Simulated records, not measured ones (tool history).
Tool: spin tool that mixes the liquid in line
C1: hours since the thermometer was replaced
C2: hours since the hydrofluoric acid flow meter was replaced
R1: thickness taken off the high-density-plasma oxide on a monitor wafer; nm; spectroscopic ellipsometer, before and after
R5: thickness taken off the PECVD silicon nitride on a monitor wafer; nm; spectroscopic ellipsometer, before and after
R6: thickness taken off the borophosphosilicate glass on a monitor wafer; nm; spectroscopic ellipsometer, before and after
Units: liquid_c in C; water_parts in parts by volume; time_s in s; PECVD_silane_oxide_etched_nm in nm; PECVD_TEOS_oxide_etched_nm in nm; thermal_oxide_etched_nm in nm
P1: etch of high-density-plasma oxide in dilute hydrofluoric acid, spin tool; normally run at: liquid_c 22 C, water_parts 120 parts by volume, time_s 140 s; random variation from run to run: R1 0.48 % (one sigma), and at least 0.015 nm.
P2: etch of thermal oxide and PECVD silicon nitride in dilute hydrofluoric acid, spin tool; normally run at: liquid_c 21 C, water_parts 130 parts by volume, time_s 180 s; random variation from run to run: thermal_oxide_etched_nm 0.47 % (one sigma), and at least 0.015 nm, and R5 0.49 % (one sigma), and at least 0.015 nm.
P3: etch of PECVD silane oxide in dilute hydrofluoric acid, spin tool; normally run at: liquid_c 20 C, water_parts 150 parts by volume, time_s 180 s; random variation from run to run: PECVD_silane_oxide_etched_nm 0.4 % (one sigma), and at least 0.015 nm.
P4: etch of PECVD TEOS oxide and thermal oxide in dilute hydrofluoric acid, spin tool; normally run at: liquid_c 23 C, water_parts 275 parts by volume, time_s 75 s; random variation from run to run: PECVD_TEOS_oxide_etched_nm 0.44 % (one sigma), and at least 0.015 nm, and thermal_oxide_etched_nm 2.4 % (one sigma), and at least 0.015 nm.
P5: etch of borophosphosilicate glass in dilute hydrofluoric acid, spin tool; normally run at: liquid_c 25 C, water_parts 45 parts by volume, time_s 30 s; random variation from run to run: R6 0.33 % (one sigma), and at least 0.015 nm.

{"run": 1, "day": 0.717, "process": "P1", "liquid_c": 22, "water_parts": 120, "time_s": 140, "C1": 461.4, "C2": 165, "R1": 7.0968}
{"run": 2, "day": 1.404, "process": "P3", "liquid_c": 17, "water_parts": 150, "time_s": 180, "C1": 477.9, "C2": 181.5, "PECVD_silane_oxide_etched_nm": 20.147}
{"run": 3, "day": 2.162, "process": "P4", "liquid_c": 23, "water_parts": 45, "time_s": 75, "C1": 496.1, "C2": 199.7, "PECVD_TEOS_oxide_etched_nm": 39.958, "thermal_oxide_etched_nm": 8.2092}
{"run": 4, "day": 2.962, "process": "P4", "liquid_c": 31, "water_parts": 275, "time_s": 75, "C1": 515.3, "C2": 218.9, "PECVD_TEOS_oxide_etched_nm": 6.6874, "thermal_oxide_etched_nm": 1.3903}
{"run": 5, "day": 3.396, "process": "P4", "liquid_c": 23, "water_parts": 275, "time_s": 15, "C1": 525.7, "C2": 229.3, "PECVD_TEOS_oxide_etched_nm": 1.0021, "thermal_oxide_etched_nm": 0.22672}
{"run": 6, "day": 4.033, "process": "P2", "liquid_c": 21, "water_parts": 45, "time_s": 180, "C1": 541, "C2": 244.6, "thermal_oxide_etched_nm": 18.213, "R5": 17.496}
{"run": 7, "day": 4.454, "process": "P4", "liquid_c": 23, "water_parts": 275, "time_s": 75, "C1": 551.1, "C2": 254.7, "PECVD_TEOS_oxide_etched_nm": 5.1022, "thermal_oxide_etched_nm": 1.052}
{"run": 8, "day": 4.817, "process": "P1", "liquid_c": 18, "water_parts": 120, "time_s": 45, "C1": 559.8, "C2": 263.4, "R1": 1.939}
{"run": 9, "day": 5.238, "process": "P3", "liquid_c": 20, "water_parts": 150, "time_s": 180, "C1": 569.9, "C2": 273.5, "PECVD_silane_oxide_etched_nm": 22.705}
{"run": 10, "day": 5.992, "process": "P2", "liquid_c": 17, "water_parts": 130, "time_s": 180, "C1": 588, "C2": 291.6, "thermal_oxide_etched_nm": 4.8792, "R5": 4.7419}
{"run": 11, "day": 6.45, "process": "P5", "liquid_c": 25, "water_parts": 45, "time_s": 30, "C1": 599, "C2": 302.6, "R6": 27.033}
{"run": 12, "day": 6.962, "process": "P1", "liquid_c": 22, "water_parts": 35, "time_s": 140, "C1": 611.3, "C2": 314.9, "R1": 27.328}
{"day": 7.233, "done": "thermometer replaced"}
{"run": 13, "day": 7.667, "process": "P5", "liquid_c": 25, "water_parts": 45, "time_s": 65, "C1": 10.5, "C2": 331.8, "R6": 58.919}
{"run": 14, "day": 8.217, "process": "P3", "liquid_c": 20, "water_parts": 150, "time_s": 65, "C1": 23.7, "C2": 345, "PECVD_silane_oxide_etched_nm": 8.137}
{"run": 15, "day": 8.733, "process": "P1", "liquid_c": 22, "water_parts": 120, "time_s": 140, "C1": 36.1, "C2": 357.4, "R1": 7.1529}
{"day": 9.158, "done": "hydrofluoric acid flow meter replaced"}
{"run": 16, "day": 9.362, "process": "P1", "liquid_c": 22, "water_parts": 180, "time_s": 140, "C1": 51.2, "C2": 5, "R1": 4.4}
{"run": 17, "day": 10.1, "process": "P1", "liquid_c": 22, "water_parts": 120, "time_s": 140, "C1": 68.9, "C2": 22.7, "R1": 7.0613}
{"run": 18, "day": 10.488, "process": "P5", "liquid_c": 25, "water_parts": 45, "time_s": 30, "C1": 78.2, "C2": 32, "R6": 27.08}
{"run": 19, "day": 10.988, "process": "P3", "liquid_c": 20, "water_parts": 150, "time_s": 180, "C1": 90.2, "C2": 44, "PECVD_silane_oxide_etched_nm": 22.507}
{"run": 20, "day": 11.783, "process": "P1", "liquid_c": 17, "water_parts": 120, "time_s": 245, "C1": 109.3, "C2": 63.1, "R1": 10.189}
{"run": 21, "day": 12.421, "process": "P1", "liquid_c": 22, "water_parts": 120, "time_s": 270, "C1": 124.6, "C2": 78.4, "R1": 13.636}
{"run": 22, "day": 13.138, "process": "P1", "liquid_c": 17, "water_parts": 120, "time_s": 140, "C1": 141.8, "C2": 95.6, "R1": 5.7927}
{"run": 23, "day": 13.617, "process": "P2", "liquid_c": 21, "water_parts": 130, "time_s": 310, "C1": 153.3, "C2": 107.1, "thermal_oxide_etched_nm": 9.869, "R5": 10.713}
{"run": 24, "day": 14.112, "process": "P2", "liquid_c": 21, "water_parts": 130, "time_s": 180, "C1": 165.2, "C2": 119, "thermal_oxide_etched_nm": 5.7279, "R5": 6.2012}
{"run": 25, "day": 14.596, "process": "P4", "liquid_c": 23, "water_parts": 275, "time_s": 75, "C1": 176.8, "C2": 130.6, "PECVD_TEOS_oxide_etched_nm": 5.0695, "thermal_oxide_etched_nm": 1.1154}
{"run": 26, "day": 15.333, "process": "P3", "liquid_c": 20, "water_parts": 270, "time_s": 180, "C1": 194.5, "C2": 148.3, "PECVD_silane_oxide_etched_nm": 11.256}
{"run": 27, "day": 15.758, "process": "P5", "liquid_c": 25, "water_parts": 20, "time_s": 30, "C1": 204.7, "C2": 158.5, "R6": 63.528}
{"run": 28, "day": 16.129, "process": "P1", "liquid_c": 22, "water_parts": 120, "time_s": 25, "C1": 213.6, "C2": 167.4, "R1": 1.2696}
{"run": 29, "day": 16.571, "process": "P1", "liquid_c": 22, "water_parts": 120, "time_s": 140, "C1": 224.2, "C2": 178, "R1": 7.1737}
{"run": 30, "day": 17.033, "process": "P5", "liquid_c": 31, "water_parts": 45, "time_s": 30, "C1": 235.3, "C2": 189.1, "R6": 34.489}
{"run": 31, "day": 17.383, "process": "P1", "liquid_c": 28, "water_parts": 120, "time_s": 140, "C1": 243.7, "C2": 197.5, "R1": 8.9726}
{"run": 32, "day": 17.871, "process": "P1", "liquid_c": 22, "water_parts": 120, "time_s": 140, "C1": 255.4, "C2": 209.2, "R1": 7.1632}
{"run": 33, "day": 18.625, "process": "P1", "liquid_c": 22, "water_parts": 120, "time_s": 140, "C1": 273.5, "C2": 227.3, "R1": 7.3342}

Forecast run 34:
{"run": 34, "day": 19.342, "process": "P1", "liquid_c": 22, "water_parts": 120, "time_s": 140, "C1": 290.7, "C2": 244.5, "R1": "?"}

R1: 7.435 nm
